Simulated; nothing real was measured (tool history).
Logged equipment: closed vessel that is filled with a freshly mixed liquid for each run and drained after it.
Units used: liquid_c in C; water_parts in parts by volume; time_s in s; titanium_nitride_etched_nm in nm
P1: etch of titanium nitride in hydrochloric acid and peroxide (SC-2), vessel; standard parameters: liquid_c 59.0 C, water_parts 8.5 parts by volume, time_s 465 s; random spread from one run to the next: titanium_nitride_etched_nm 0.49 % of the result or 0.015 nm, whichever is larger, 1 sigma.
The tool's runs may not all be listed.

| run | hour | liquid_c | water_parts | time_s | titanium_nitride_etched_nm |
|---|---|---|---|---|---|
| 1 | 9.5 | 59.0 | 8.5 | 465 | 24.1570 |
| 2 | 21.5 | 59.0 | 13.0 | 465 | 16.9400 |
| 3 | 35.0 | 52.5 | 8.5 | 685 | 23.2040 |
| 4 | 48.9 | 59.0 | 8.5 | 60 | 3.0773 |
| 5 | 62.4 | 59.0 | 4.0 | 465 | 41.9360 |
| 6 | 76.4 | 59.0 | 8.5 | 465 | 23.9210 |
| 7 | 90.2 | 59.0 | 8.5 | 820 | 42.2490 |
|  | 99.1 | new drum of peroxide connected |
| 8 | 101.7 | 44.5 | 8.5 | 465 | 9.2068 |
| 9 | 117.9 | 59.0 | 13.5 | 85 | 2.9717 |
| 10 | 128.5 | 59.0 | 8.5 | 465 | 24.1080 |

Estimate the outcome of run 11 from the log above:
| 11 | 145.0 | 59.0 | 8.5 | 465 | ? |

Run 11 measured titanium_nitride_etched_nm 23.8150 nm.
